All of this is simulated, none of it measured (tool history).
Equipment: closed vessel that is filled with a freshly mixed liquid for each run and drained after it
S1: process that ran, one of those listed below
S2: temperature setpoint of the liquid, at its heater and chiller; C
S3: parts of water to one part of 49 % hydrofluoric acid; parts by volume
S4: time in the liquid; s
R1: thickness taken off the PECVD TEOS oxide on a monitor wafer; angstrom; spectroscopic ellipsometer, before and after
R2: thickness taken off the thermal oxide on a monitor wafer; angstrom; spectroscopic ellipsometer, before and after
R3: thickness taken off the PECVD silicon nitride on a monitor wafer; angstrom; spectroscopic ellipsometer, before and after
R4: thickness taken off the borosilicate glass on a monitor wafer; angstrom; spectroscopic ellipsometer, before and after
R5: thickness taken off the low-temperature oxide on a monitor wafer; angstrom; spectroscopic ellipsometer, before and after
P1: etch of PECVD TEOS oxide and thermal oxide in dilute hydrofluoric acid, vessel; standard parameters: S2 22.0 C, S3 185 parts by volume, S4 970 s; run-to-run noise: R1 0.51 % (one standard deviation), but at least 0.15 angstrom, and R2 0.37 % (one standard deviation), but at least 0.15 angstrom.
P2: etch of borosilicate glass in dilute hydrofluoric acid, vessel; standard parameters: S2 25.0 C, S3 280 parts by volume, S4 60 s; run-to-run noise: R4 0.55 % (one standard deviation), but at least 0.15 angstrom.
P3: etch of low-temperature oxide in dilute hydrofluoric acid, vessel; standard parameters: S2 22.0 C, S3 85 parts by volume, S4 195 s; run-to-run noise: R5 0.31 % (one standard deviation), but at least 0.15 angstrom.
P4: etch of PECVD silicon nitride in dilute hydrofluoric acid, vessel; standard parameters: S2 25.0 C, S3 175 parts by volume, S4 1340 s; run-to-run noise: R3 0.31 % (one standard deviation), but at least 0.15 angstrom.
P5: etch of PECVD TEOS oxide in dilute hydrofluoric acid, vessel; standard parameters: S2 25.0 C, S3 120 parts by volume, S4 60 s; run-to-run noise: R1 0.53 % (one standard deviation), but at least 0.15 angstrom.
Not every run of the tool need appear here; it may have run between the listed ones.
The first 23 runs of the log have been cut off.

run 24 day=9.392 | S1=P5 S2=25.0 S3=120 S4=60 | R1=56.749
run 25 day=9.838 | S1=P2 S2=25.0 S3=280 S4=60 | R4=51.163
run 26 day=10.304 | S1=P4 S2=25.0 S3=95 S4=1340 | R3=332.990
-- day=10.592 hydrofluoric acid flow meter replaced
run 27 day=10.733 | S1=P1 S2=30.0 S3=185 S4=970 | R1=626.530 R2=299.380
run 28 day=11.208 | S1=P1 S2=22.0 S3=185 S4=970 | R1=465.950 R2=223.850
run 29 day=11.662 | S1=P3 S2=28.0 S3=85 S4=195 | R5=614.76
run 30 day=12.017 | S1=P4 S2=25.0 S3=175 S4=240 | R3=32.504
run 31 day=12.383 | S1=P1 S2=22.0 S3=185 S4=970 | R1=464.370 R2=221.520
run 32 day=12.650 | S1=P1 S2=22.0 S3=185 S4=105 | R1=50.897 R2=23.916
run 33 day=12.967 | S1=P2 S2=17.0 S3=280 S4=60 | R4=38.287
run 34 day=13.354 | S1=P1 S2=22.0 S3=185 S4=970 | R1=467.670 R2=220.550
run 35 day=13.921 | S1=P1 S2=22.0 S3=185 S4=970 | R1=449.960 R2=216.000
run 36 day=14.454 | S1=P1 S2=22.0 S3=185 S4=970 | R1=444.330 R2=211.990
run 37 day=14.721 | S1=P1 S2=22.0 S3=185 S4=970 | R1=441.610 R2=208.910
run 38 day=14.975 | S1=P1 S2=22.0 S3=185 S4=970 | R1=438.520 R2=211.060
run 39 day=15.417 | S1=P1 S2=22.0 S3=185 S4=970 | R1=434.640 R2=206.660
run 40 day=15.742 | S1=P1 S2=22.0 S3=185 S4=970 | R1=436.060 R2=207.660
run 41 day=16.246 | S1=P1 S2=22.0 S3=185 S4=970 | R1=436.560 R2=207.280
run 42 day=16.775 | S1=P1 S2=22.0 S3=185 S4=970 | R1=430.940 R2=207.820
run 43 day=17.200 | S1=P1 S2=22.0 S3=185 S4=970 | R1=432.230 R2=206.710
run 44 day=17.754 | S1=P1 S2=22.0 S3=185 S4=970 | R1=433.440 R2=205.930

For run 45, what comes out?
run 45 day=18.046 | S1=P1 S2=22.0 S3=185 S4=970 | R1=? R2=?

Logged for run 45: R1 433.130 angstrom, R2 205.100 angstrom.
